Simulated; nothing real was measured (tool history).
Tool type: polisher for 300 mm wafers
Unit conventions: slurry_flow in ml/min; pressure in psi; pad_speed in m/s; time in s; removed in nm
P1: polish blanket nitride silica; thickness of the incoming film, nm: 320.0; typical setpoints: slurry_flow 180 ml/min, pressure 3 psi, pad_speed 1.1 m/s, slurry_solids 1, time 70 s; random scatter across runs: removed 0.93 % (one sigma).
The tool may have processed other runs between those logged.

Run 1, hour 2: slurry_flow 180 ml/min, pressure 3 psi, pad_speed 1.1 m/s, slurry_solids 1, time 70 s. Result: removed 38.274 nm.
Run 2, hour 5.4: slurry_flow 110 ml/min, pressure 3 psi, pad_speed 1.1 m/s, slurry_solids 1, time 70 s. Result: removed 34.571 nm.
Run 3, hour 8.6: slurry_flow 180 ml/min, pressure 4.2 psi, pad_speed 1.1 m/s, slurry_solids 1, time 70 s. Result: removed 52.352 nm.
Run 4, hour 11.9: slurry_flow 180 ml/min, pressure 3 psi, pad_speed 1.1 m/s, slurry_solids 0.65, time 70 s. Result: removed 31.052 nm.
Run 5, hour 15.1: slurry_flow 180 ml/min, pressure 3 psi, pad_speed 1.1 m/s, slurry_solids 1, time 70 s. Result: removed 38.473 nm.
At hour 18.3: head pressure recalibrated.
Run 6, hour 18.7: slurry_flow 180 ml/min, pressure 3 psi, pad_speed 1.64 m/s, slurry_solids 1, time 70 s. Result: removed 52.974 nm.
Run 7, hour 22.4: slurry_flow 180 ml/min, pressure 3 psi, pad_speed 1.1 m/s, slurry_solids 1, time 70 s. Result: removed 38.024 nm.
Run 8, hour 26.7: slurry_flow 180 ml/min, pressure 3 psi, pad_speed 1.1 m/s, slurry_solids 1, time 89 s. Result: removed 48.475 nm.
Run 9, hour 30.4: slurry_flow 275 ml/min, pressure 3 psi, pad_speed 1.1 m/s, slurry_solids 1, time 70 s. Result: removed 40.097 nm.
Run 10, hour 32.7: slurry_flow 180 ml/min, pressure 2.1 psi, pad_speed 1.1 m/s, slurry_solids 1, time 70 s. Result: removed 26.699 nm.
Run 11, hour 35.7: slurry_flow 180 ml/min, pressure 3 psi, pad_speed 1.1 m/s, slurry_solids 1.2, time 86 s. Result: removed 51.698 nm.
Run 12, hour 40: slurry_flow 180 ml/min, pressure 1.7 psi, pad_speed 0.86 m/s, slurry_solids 1, time 70 s. Result: removed 17.806 nm.
Run 13, hour 42.3: slurry_flow 180 ml/min, pressure 3 psi, pad_speed 1.1 m/s, slurry_solids 1, time 43 s. Result: removed 23.693 nm.
Run 14, hour 45.7: slurry_flow 180 ml/min, pressure 3 psi, pad_speed 1.1 m/s, slurry_solids 1.45, time 70 s. Result: removed 44.518 nm.
Run 15, hour 48: slurry_flow 180 ml/min, pressure 3 psi, pad_speed 1.1 m/s, slurry_solids 1, time 70 s. Result: removed 38.693 nm.
Run 16, hour 50.4: slurry_flow 180 ml/min, pressure 3 psi, pad_speed 0.5 m/s, slurry_solids 1, time 70 s. Result: removed 20.365 nm.
Run 17, hour 53.7: slurry_flow 180 ml/min, pressure 3 psi, pad_speed 1.1 m/s, slurry_solids 1, time 70 s. Result: removed 38.657 nm.
Run 18, hour 56.3: slurry_flow 180 ml/min, pressure 3 psi, pad_speed 1.1 m/s, slurry_solids 1, time 70 s. Result: removed 37.751 nm.
Run 19, hour 58.8: slurry_flow 180 ml/min, pressure 3 psi, pad_speed 1.1 m/s, slurry_solids 1, time 70 s. Result: removed 36.363 nm.
At hour 61.5: conditioning disc replaced and pad reconditioned.
Run 20, hour 61.9: slurry_flow 180 ml/min, pressure 3 psi, pad_speed 1.1 m/s, slurry_solids 1, time 70 s. Result: removed 36.303 nm.
At hour 63.6: head pressure recalibrated.
At hour 63.9: slurry blender recalibrated.
Run 21, hour 64.2: slurry_flow 180 ml/min, pressure 3 psi, pad_speed 1.1 m/s, slurry_solids 1, time 70 s. Result: removed 35.625 nm.
Run 22, hour 68.7: slurry_flow 180 ml/min, pressure 3 psi, pad_speed 1.1 m/s, slurry_solids 1, time 70 s. Result: removed 35.341 nm.
Run 23, hour 72.1: slurry_flow 180 ml/min, pressure 3 psi, pad_speed 1.1 m/s, slurry_solids 1, time 70 s. Result: removed 35.87 nm.

P1 no longer gives what it gave before; its output has crept away from where it was. The following 2 causes, each at its listed size, fit the log equally well:
A: removal rate lost through wear of the pad, % = 6.99
B: slurry flow missing at the pad, % = 33.5
Creep in the process output first set in at about hour 53.7.
Excluded causes, each with its reason:
head's pressure below its setpoint, %: serviced at hour 63.6, after the drift had started, without restoring the earlier output
abrasive missing from the slurry, %: serviced at hour 63.9, after the drift had started, without restoring the earlier output
time polished since the conditioner stopped cutting, s: serviced at hour 61.5, after the drift had started, without restoring the earlier output

Which of the check runs below tells the causes apart, meaning the causes would give it clearly different results? Each run uses 5 wafers whose results are averaged, and each result is shown as a question mark.
Run check 1, hour 75.5: slurry_flow 180 ml/min, pressure 2.3 psi, pad_speed 1.1 m/s, slurry_solids 1, time 70 s. Result: removed ?.
Run check 2, hour 75.5: slurry_flow 180 ml/min, pressure 3 psi, pad_speed 0.6 m/s, slurry_solids 1, time 70 s. Result: removed ?.
Run check 3, hour 75.5: slurry_flow 180 ml/min, pressure 3 psi, pad_speed 1.62 m/s, slurry_solids 1, time 70 s. Result: removed ?.
Run check 4, hour 75.5: slurry_flow 120 ml/min, pressure 3 psi, pad_speed 1.1 m/s, slurry_solids 1, time 70 s. Result: removed ?.

Expected result of each check under each candidate cause:
  check   result    if A    if B
check 1  removed  27.367  27.369
check 2  removed   21.98  21.982
check 3  removed  48.655  48.658
check 4  removed  33.221  32.183
Minimum pairwise separation of causes per check, each pair taken at its best-separating result: check 1 0.01 %; check 2 0.01 %; check 3 0.01 %; check 4 3.17 %
Only in check 4 would the causes give clearly different results; in the remaining checks their results would be nearly the same.

After running check 4, the following was obtained: removed 32.094 nm. Which cause does this point to?

It is B: slurry flow missing at the pad, %.
